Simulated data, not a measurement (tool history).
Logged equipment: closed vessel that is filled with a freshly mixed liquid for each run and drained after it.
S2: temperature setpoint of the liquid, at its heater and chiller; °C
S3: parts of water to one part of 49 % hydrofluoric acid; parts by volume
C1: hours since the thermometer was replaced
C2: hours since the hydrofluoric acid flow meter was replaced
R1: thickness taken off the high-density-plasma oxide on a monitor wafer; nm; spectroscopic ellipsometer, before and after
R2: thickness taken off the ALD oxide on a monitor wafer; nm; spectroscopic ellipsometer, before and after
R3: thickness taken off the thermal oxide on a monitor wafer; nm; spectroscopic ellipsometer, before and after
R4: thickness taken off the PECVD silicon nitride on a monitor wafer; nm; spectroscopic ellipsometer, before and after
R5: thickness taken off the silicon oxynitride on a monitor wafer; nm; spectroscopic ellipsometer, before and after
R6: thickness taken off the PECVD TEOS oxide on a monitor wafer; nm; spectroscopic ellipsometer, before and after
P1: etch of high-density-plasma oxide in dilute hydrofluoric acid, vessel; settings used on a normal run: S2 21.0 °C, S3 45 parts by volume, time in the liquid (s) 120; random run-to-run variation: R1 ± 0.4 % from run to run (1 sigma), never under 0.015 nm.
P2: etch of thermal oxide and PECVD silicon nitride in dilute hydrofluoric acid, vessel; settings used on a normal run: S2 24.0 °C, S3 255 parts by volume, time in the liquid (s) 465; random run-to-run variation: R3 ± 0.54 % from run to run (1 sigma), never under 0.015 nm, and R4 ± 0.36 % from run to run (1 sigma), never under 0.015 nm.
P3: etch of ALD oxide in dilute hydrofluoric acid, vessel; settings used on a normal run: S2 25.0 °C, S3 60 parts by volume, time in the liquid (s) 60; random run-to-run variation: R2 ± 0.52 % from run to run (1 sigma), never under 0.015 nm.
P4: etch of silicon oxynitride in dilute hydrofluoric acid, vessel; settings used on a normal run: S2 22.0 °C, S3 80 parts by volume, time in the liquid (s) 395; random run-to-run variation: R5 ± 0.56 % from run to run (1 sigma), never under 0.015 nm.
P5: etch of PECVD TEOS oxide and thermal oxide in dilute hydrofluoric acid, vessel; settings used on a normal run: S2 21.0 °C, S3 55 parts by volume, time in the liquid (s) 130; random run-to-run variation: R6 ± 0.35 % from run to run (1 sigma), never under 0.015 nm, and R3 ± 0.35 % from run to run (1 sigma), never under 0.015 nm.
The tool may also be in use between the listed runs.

{"run": 1, "day": 0.525, "process that ran": "P1", "S2": 21.0, "S3": 45, "time in the liquid (s)": 120, "C1": 726.9, "C2": 1152.5, "R1": 15.728}
{"run": 2, "day": 0.867, "process that ran": "P3", "S2": 18.5, "S3": 60, "time in the liquid (s)": 60, "C1": 735.1, "C2": 1160.7, "R2": 24.131}
{"run": 3, "day": 1.35, "process that ran": "P1", "S2": 21.0, "S3": 45, "time in the liquid (s)": 175, "C1": 746.7, "C2": 1172.3, "R1": 22.877}
{"run": 4, "day": 1.842, "process that ran": "P1", "S2": 17.0, "S3": 45, "time in the liquid (s)": 120, "C1": 758.5, "C2": 1184.1, "R1": 13.097}
{"run": 5, "day": 2.188, "process that ran": "P2", "S2": 24.0, "S3": 255, "time in the liquid (s)": 465, "C1": 766.8, "C2": 1192.4, "R3": 7.1493, "R4": 10.349}
{"run": 6, "day": 2.758, "process that ran": "P3", "S2": 25.0, "S3": 60, "time in the liquid (s)": 60, "C1": 780.5, "C2": 1206.1, "R2": 31.947}
{"run": 7, "day": 3.225, "process that ran": "P1", "S2": 21.0, "S3": 25, "time in the liquid (s)": 120, "C1": 791.7, "C2": 1217.3, "R1": 28.731}
{"run": 8, "day": 3.796, "process that ran": "P1", "S2": 21.0, "S3": 65, "time in the liquid (s)": 30, "C1": 805.4, "C2": 1231.0, "R1": 2.6482}
{"run": 9, "day": 4.312, "process that ran": "P2", "S2": 20.0, "S3": 255, "time in the liquid (s)": 465, "C1": 817.8, "C2": 1243.4, "R3": 6.1147, "R4": 8.0359}
{"run": 10, "day": 4.962, "process that ran": "P4", "S2": 22.0, "S3": 120, "time in the liquid (s)": 395, "C1": 833.4, "C2": 1259.0, "R5": 13.444}
{"run": 11, "day": 5.283, "process that ran": "P5", "S2": 21.0, "S3": 55, "time in the liquid (s)": 130, "C1": 841.1, "C2": 1266.7, "R3": 10.306, "R6": 27.23}
{"run": 12, "day": 5.7, "process that ran": "P5", "S2": 21.0, "S3": 55, "time in the liquid (s)": 235, "C1": 851.1, "C2": 1276.7, "R3": 18.56, "R6": 49.557}
{"run": 13, "day": 6.0, "process that ran": "P4", "S2": 22.0, "S3": 80, "time in the liquid (s)": 185, "C1": 858.3, "C2": 1283.9, "R5": 9.7943}
{"run": 14, "day": 6.3, "process that ran": "P4", "S2": 22.0, "S3": 80, "time in the liquid (s)": 395, "C1": 865.5, "C2": 1291.1, "R5": 20.733}
{"run": 15, "day": 6.6, "process that ran": "P1", "S2": 21.0, "S3": 45, "time in the liquid (s)": 120, "C1": 872.7, "C2": 1298.3, "R1": 15.58}
{"run": 16, "day": 7.175, "process that ran": "P1", "S2": 21.0, "S3": 45, "time in the liquid (s)": 120, "C1": 886.5, "C2": 1312.1, "R1": 15.611}
{"run": 17, "day": 7.638, "process that ran": "P1", "S2": 21.0, "S3": 45, "time in the liquid (s)": 120, "C1": 897.6, "C2": 1323.2, "R1": 15.732}
{"run": 18, "day": 8.217, "process that ran": "P1", "S2": 21.0, "S3": 45, "time in the liquid (s)": 65, "C1": 911.5, "C2": 1337.1, "R1": 8.454}
{"run": 19, "day": 8.779, "process that ran": "P3", "S2": 25.0, "S3": 60, "time in the liquid (s)": 110, "C1": 925.0, "C2": 1350.6, "R2": 58.402}
{"run": 20, "day": 9.404, "process that ran": "P5", "S2": 24.5, "S3": 55, "time in the liquid (s)": 130, "C1": 940.0, "C2": 1365.6, "R3": 11.934, "R6": 31.657}
{"run": 21, "day": 9.812, "process that ran": "P2", "S2": 24.0, "S3": 155, "time in the liquid (s)": 465, "C1": 949.8, "C2": 1375.4, "R3": 12.777, "R4": 16.91}
{"run": 22, "day": 10.204, "process that ran": "P5", "S2": 21.0, "S3": 30, "time in the liquid (s)": 130, "C1": 959.2, "C2": 1384.8, "R3": 19.437, "R6": 51.613}
{"run": 23, "day": 10.608, "process that ran": "P2", "S2": 24.0, "S3": 255, "time in the liquid (s)": 900, "C1": 968.9, "C2": 1394.5, "R3": 13.594, "R4": 20.003}
{"run": 24, "day": 11.079, "process that ran": "P1", "S2": 21.0, "S3": 70, "time in the liquid (s)": 120, "C1": 980.2, "C2": 1405.8, "R1": 9.6994}
{"run": 25, "day": 11.746, "process that ran": "P1", "S2": 21.0, "S3": 45, "time in the liquid (s)": 120, "C1": 996.2, "C2": 1421.8, "R1": 15.581}
{"run": 26, "day": 12.146, "process that ran": "P4", "S2": 28.5, "S3": 80, "time in the liquid (s)": 395, "C1": 1005.8, "C2": 1431.4, "R5": 28.35}
{"run": 27, "day": 12.483, "process that ran": "P1", "S2": 28.5, "S3": 45, "time in the liquid (s)": 120, "C1": 1013.9, "C2": 1439.5, "R1": 21.34}
{"run": 28, "day": 13.167, "process that ran": "P3", "S2": 25.0, "S3": 30, "time in the liquid (s)": 60, "C1": 1030.3, "C2": 1455.9, "R2": 67.141}
{"run": 29, "day": 13.804, "process that ran": "P1", "S2": 21.0, "S3": 45, "time in the liquid (s)": 120, "C1": 1045.6, "C2": 1471.2, "R1": 15.577}
{"run": 30, "day": 14.121, "process that ran": "P1", "S2": 21.0, "S3": 45, "time in the liquid (s)": 120, "C1": 1053.2, "C2": 1478.8, "R1": 16.024}
{"run": 31, "day": 14.525, "process that ran": "P1", "S2": 21.0, "S3": 45, "time in the liquid (s)": 120, "C1": 1062.9, "C2": 1488.5, "R1": 16.334}
{"run": 32, "day": 15.075, "process that ran": "P1", "S2": 21.0, "S3": 45, "time in the liquid (s)": 120, "C1": 1076.1, "C2": 1501.7, "R1": 16.655}
{"run": 33, "day": 15.412, "process that ran": "P1", "S2": 21.0, "S3": 45, "time in the liquid (s)": 120, "C1": 1084.2, "C2": 1509.8, "R1": 16.605}
{"run": 34, "day": 16.092, "process that ran": "P1", "S2": 21.0, "S3": 45, "time in the liquid (s)": 120, "C1": 1100.5, "C2": 1526.1, "R1": 16.655}
{"run": 35, "day": 16.604, "process that ran": "P1", "S2": 21.0, "S3": 45, "time in the liquid (s)": 120, "C1": 1112.8, "C2": 1538.4, "R1": 16.626}
{"run": 36, "day": 16.979, "process that ran": "P1", "S2": 21.0, "S3": 45, "time in the liquid (s)": 120, "C1": 1121.8, "C2": 1547.4, "R1": 16.771}

What P1 gives has crept off from where it sat before. The 2 causes that follow fit the log equally well, each at the size noted:
A: hydrofluoric acid flow above the setpoint (%) = 6.67
B: liquid hotter than its thermometer reads (K) = 1.62
The process output started creeping at around day 13.804.

4 check runs are offered, one wafer each, their results left as question marks. Which one tells the causes apart?
{"run": "check 1", "day": 17.354, "process that ran": "P3", "S2": 20.5, "S3": 60, "time in the liquid (s)": 60, "R2": "?"}
{"run": "check 2", "day": 17.354, "process that ran": "P2", "S2": 24.0, "S3": 255, "time in the liquid (s)": 745, "R3": "?", "R4": "?"}
{"run": "check 3", "day": 17.354, "process that ran": "P4", "S2": 22.0, "S3": 80, "time in the liquid (s)": 190, "R5": "?"}
{"run": "check 4", "day": 17.354, "process that ran": "P5", "S2": 21.0, "S3": 35, "time in the liquid (s)": 130, "R3": "?", "R6": "?"}

What each check would give under each cause:
check=check_1 result=R2 if_A=28.472 if_B=28.431
check=check_2 result=R3 if_A=12.2380 if_B=11.9520
check=check_2 result=R4 if_A=17.6740 if_B=18.3170
check=check_3 result=R5 if_A=10.6970 if_B=10.8020
check=check_4 result=R3 if_A=17.7690 if_B=17.7920
check=check_4 result=R6 if_A=47.087 if_B=47.147
Minimum pairwise separation of causes per check, each pair taken at its best-separating result: check 1 0.14 %; check 2 3.57 %; check 3 0.98 %; check 4 0.13 %
Check 2 distinguishes between the causes, while the remaining checks would return nearly the same result for all of them.

Check 2 was carried out, with these results: R3 12.2320 nm; R4 17.8170 nm. Which of the listed causes is responsible?

The cause is A: hydrofluoric acid flow above the setpoint (%).
